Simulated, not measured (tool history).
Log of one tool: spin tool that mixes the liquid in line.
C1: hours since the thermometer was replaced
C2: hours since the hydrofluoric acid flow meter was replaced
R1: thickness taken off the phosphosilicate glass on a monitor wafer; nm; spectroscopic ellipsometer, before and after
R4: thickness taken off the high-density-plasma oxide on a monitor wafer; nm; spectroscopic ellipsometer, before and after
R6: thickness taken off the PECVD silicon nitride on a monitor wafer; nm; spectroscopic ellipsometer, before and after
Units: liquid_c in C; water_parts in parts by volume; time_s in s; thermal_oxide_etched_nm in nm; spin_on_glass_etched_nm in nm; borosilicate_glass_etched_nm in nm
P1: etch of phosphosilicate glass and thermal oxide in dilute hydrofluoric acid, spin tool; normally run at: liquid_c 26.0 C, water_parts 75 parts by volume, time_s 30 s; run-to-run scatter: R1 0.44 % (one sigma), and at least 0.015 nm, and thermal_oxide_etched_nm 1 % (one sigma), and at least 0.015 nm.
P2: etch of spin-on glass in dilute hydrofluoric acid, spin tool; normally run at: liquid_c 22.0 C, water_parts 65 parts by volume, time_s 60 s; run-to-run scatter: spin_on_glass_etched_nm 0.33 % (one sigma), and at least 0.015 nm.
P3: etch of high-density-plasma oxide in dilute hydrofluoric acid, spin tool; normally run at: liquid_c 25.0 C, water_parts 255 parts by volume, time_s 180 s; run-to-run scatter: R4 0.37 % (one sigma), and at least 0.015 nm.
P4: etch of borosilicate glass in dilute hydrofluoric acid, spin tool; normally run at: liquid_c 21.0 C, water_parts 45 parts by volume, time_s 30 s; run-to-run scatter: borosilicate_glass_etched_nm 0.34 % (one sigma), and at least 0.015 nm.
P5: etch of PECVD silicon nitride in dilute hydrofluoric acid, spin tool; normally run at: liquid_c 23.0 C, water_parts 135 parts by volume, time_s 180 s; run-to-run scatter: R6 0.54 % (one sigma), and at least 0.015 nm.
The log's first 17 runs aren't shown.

Run 18, hour 84.8: process P3, liquid_c 25.0 C, water_parts 255 parts by volume, time_s 180 s; C1 1225.8; C2 887.2. Result: R4 6.12330 nm.
Run 19, hour 88.9: process P3, liquid_c 25.0 C, water_parts 80 parts by volume, time_s 180 s; C1 1229.9; C2 891.3. Result: R4 24.05700 nm.
Run 20, hour 93.4: process P4, liquid_c 21.0 C, water_parts 45 parts by volume, time_s 30 s; C1 1234.4; C2 895.8. Result: borosilicate_glass_etched_nm 21.740 nm.
Run 21, hour 97.3: process P1, liquid_c 26.0 C, water_parts 75 parts by volume, time_s 45 s; C1 1238.3; C2 899.7. Result: R1 75.566 nm, thermal_oxide_etched_nm 3.3345 nm.
Run 22, hour 102.1: process P1, liquid_c 26.0 C, water_parts 115 parts by volume, time_s 30 s; C1 1243.1; C2 904.5. Result: R1 30.878 nm, thermal_oxide_etched_nm 1.3762 nm.
Run 23, hour 106.5: process P1, liquid_c 26.0 C, water_parts 75 parts by volume, time_s 30 s; C1 1247.5; C2 908.9. Result: R1 49.937 nm, thermal_oxide_etched_nm 2.1723 nm.
Run 24, hour 109.3: process P2, liquid_c 22.0 C, water_parts 100 parts by volume, time_s 60 s; C1 1250.3; C2 911.7. Result: spin_on_glass_etched_nm 20.777 nm.
Run 25, hour 113.3: process P1, liquid_c 26.0 C, water_parts 75 parts by volume, time_s 15 s; C1 1254.3; C2 915.7. Result: R1 24.758 nm, thermal_oxide_etched_nm 1.1200 nm.
Run 26, hour 119.4: process P4, liquid_c 21.0 C, water_parts 45 parts by volume, time_s 15 s; C1 1260.4; C2 921.8. Result: borosilicate_glass_etched_nm 10.745 nm.
Run 27, hour 125.4: process P2, liquid_c 22.0 C, water_parts 65 parts by volume, time_s 60 s; C1 1266.4; C2 927.8. Result: spin_on_glass_etched_nm 33.058 nm.
Run 28, hour 130.9: process P5, liquid_c 31.5 C, water_parts 135 parts by volume, time_s 180 s; C1 1271.9; C2 933.3. Result: R6 12.1200 nm.
Run 29, hour 136.2: process P5, liquid_c 23.0 C, water_parts 135 parts by volume, time_s 345 s; C1 1277.2; C2 938.6. Result: R6 13.6950 nm.
Run 30, hour 140.8: process P5, liquid_c 23.0 C, water_parts 240 parts by volume, time_s 180 s; C1 1281.8; C2 943.2. Result: R6 4.0656 nm.
At hour 143.1: thermometer replaced.
Run 31, hour 146.4: process P2, liquid_c 29.0 C, water_parts 65 parts by volume, time_s 60 s; C1 3.4; C2 948.8. Result: spin_on_glass_etched_nm 44.176 nm.
Run 32, hour 150.5: process P1, liquid_c 26.0 C, water_parts 75 parts by volume, time_s 30 s; C1 7.5; C2 952.9. Result: R1 50.050 nm, thermal_oxide_etched_nm 2.2511 nm.
Run 33, hour 156.1: process P4, liquid_c 21.0 C, water_parts 75 parts by volume, time_s 30 s; C1 13.1; C2 958.5. Result: borosilicate_glass_etched_nm 12.538 nm.
Run 34, hour 162.0: process P1, liquid_c 26.0 C, water_parts 75 parts by volume, time_s 30 s; C1 19.0; C2 964.4. Result: R1 50.072 nm, thermal_oxide_etched_nm 2.2680 nm.
Run 35, hour 166.2: process P1, liquid_c 26.0 C, water_parts 75 parts by volume, time_s 30 s; C1 23.2; C2 968.6. Result: R1 48.650 nm, thermal_oxide_etched_nm 2.1587 nm.

Forecast run 36:
Run 36, hour 169.6: process P1, liquid_c 26.0 C, water_parts 75 parts by volume, time_s 30 s; C1 26.6; C2 972.0. Result: R1 ?, thermal_oxide_etched_nm ?.

{"run 36": {"R1": 47.869, "thermal_oxide_etched_nm": 2.1229}}
